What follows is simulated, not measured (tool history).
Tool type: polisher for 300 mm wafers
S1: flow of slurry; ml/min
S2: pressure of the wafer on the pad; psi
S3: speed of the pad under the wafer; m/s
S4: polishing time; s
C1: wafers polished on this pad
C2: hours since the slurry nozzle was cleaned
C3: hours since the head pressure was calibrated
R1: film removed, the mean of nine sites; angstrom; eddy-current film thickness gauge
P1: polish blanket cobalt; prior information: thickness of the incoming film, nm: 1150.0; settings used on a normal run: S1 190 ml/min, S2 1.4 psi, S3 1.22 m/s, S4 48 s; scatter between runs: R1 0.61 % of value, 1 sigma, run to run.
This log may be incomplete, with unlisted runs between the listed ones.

| run | hour | S1 | S2 | S3 | S4 | C1 | C2 | C3 | R1 |
|---|---|---|---|---|---|---|---|---|---|
| 1 | 7.1 | 190 | 1.4 | 1.22 | 48 | 411 | 560.3 | 370.9 | 1772.00 |
| 2 | 18.5 | 190 | 1.4 | 1.22 | 48 | 528 | 571.7 | 382.3 | 1773.30 |
| 3 | 34.9 | 190 | 1.4 | 1.22 | 73 | 695 | 588.1 | 398.7 | 2702.90 |
| 4 | 45.5 | 190 | 1.4 | 1.82 | 48 | 804 | 598.7 | 409.3 | 2639.80 |
| 5 | 59.5 | 115 | 1.4 | 1.22 | 63 | 947 | 612.7 | 423.3 | 2167.20 |
| 6 | 67.2 | 190 | 1.4 | 1.22 | 48 | 1025 | 620.4 | 431.0 | 1772.50 |
| 7 | 77.4 | 190 | 1.4 | 1.22 | 48 | 1130 | 630.6 | 441.2 | 1814.60 |
| 8 | 91.1 | 190 | 0.9 | 1.22 | 48 | 1270 | 644.3 | 454.9 | 1160.70 |
| 9 | 102.2 | 115 | 1.4 | 1.22 | 48 | 1383 | 655.4 | 466.0 | 1640.70 |
| 10 | 118.2 | 190 | 2.2 | 1.22 | 48 | 1547 | 671.4 | 482.0 | 2800.90 |
| 11 | 127.8 | 190 | 1.4 | 1.22 | 48 | 1645 | 681.0 | 491.6 | 1794.30 |
| 12 | 135.0 | 190 | 1.4 | 0.58 | 48 | 1718 | 688.2 | 498.8 | 855.76 |
|  | 144.5 | head pressure recalibrated |
| 13 | 150.4 | 280 | 1.4 | 1.22 | 48 | 1876 | 703.6 | 6.0 | 1859.60 |
| 14 | 166.7 | 190 | 1.4 | 1.22 | 48 | 2042 | 719.9 | 22.3 | 1811.20 |
| 15 | 177.2 | 190 | 1.4 | 1.22 | 22 | 2150 | 730.4 | 32.8 | 818.15 |
| 16 | 184.8 | 190 | 1.4 | 1.22 | 48 | 2228 | 738.0 | 40.4 | 1791.10 |
| 17 | 200.6 | 190 | 1.4 | 1.22 | 48 | 2389 | 753.8 | 56.2 | 1784.10 |
| 18 | 215.5 | 190 | 1.4 | 1.22 | 48 | 2541 | 768.7 | 71.1 | 1733.70 |
| 19 | 224.0 | 190 | 1.4 | 1.22 | 48 | 2628 | 777.2 | 79.6 | 1693.50 |
| 20 | 233.4 | 190 | 1.4 | 1.22 | 48 | 2724 | 786.6 | 89.0 | 1683.00 |
|  | 236.2 | head pressure recalibrated |
| 21 | 247.3 | 190 | 1.4 | 1.22 | 48 | 2866 | 800.5 | 11.1 | 1651.70 |
| 22 | 261.2 | 190 | 1.4 | 1.22 | 48 | 3008 | 814.4 | 25.0 | 1637.70 |
| 23 | 277.2 | 190 | 1.4 | 1.22 | 48 | 3172 | 830.4 | 41.0 | 1639.80 |
| 24 | 290.9 | 190 | 1.4 | 1.22 | 48 | 3312 | 844.1 | 54.7 | 1643.70 |

Something has made what P1 gives creep away from where it was; the 2 causes below, each at its own stated size, fit the log equally well:
A: slurry flow missing at the pad, % = 38.8
B: removal rate lost through wear of the pad, % = 8.27
The process output started creeping at around hour 200.6.
Why every other cause is out:
head's pressure below its setpoint, %: its service at hour 236.2 followed the start of the drift and did not put the process back to its old value

The list below offers 4 check runs, each averaging the results of 3 wafers, and shows each result as a question mark. For which of them would the listed causes give clearly different results?
| check 1 | 304.6 | 190 | 1.4 | 1.64 | 22 |  |  |  | ? |
| check 2 | 304.6 | 190 | 1.4 | 0.72 | 71 |  |  |  | ? |
| check 3 | 304.6 | 280 | 1.4 | 1.22 | 69 |  |  |  | ? |
| check 4 | 304.6 | 190 | 2.2 | 1.22 | 48 |  |  |  | ? |

Outcome of each check run for each possible cause:
| check | result | if A | if B |
|---|---|---|---|
| check 1 | R1 | 1008.80 | 1008.70 |
| check 2 | R1 | 1429.40 | 1429.20 |
| check 3 | R1 | 2527.40 | 2461.80 |
| check 4 | R1 | 2573.10 | 2572.80 |
Distance between the nearest two causes, measured in the result of the check that separates them most: check 1 0.01 %; check 2 0.01 %; check 3 2.63 %; check 4 0.01 %
Check 3 is the one run that separates the causes; every other check would come out nearly the same whichever cause is at work.

Then check 3 was run and gave: R1 2536.80 angstrom. Which cause is it?

The cause is A: slurry flow missing at the pad, %.

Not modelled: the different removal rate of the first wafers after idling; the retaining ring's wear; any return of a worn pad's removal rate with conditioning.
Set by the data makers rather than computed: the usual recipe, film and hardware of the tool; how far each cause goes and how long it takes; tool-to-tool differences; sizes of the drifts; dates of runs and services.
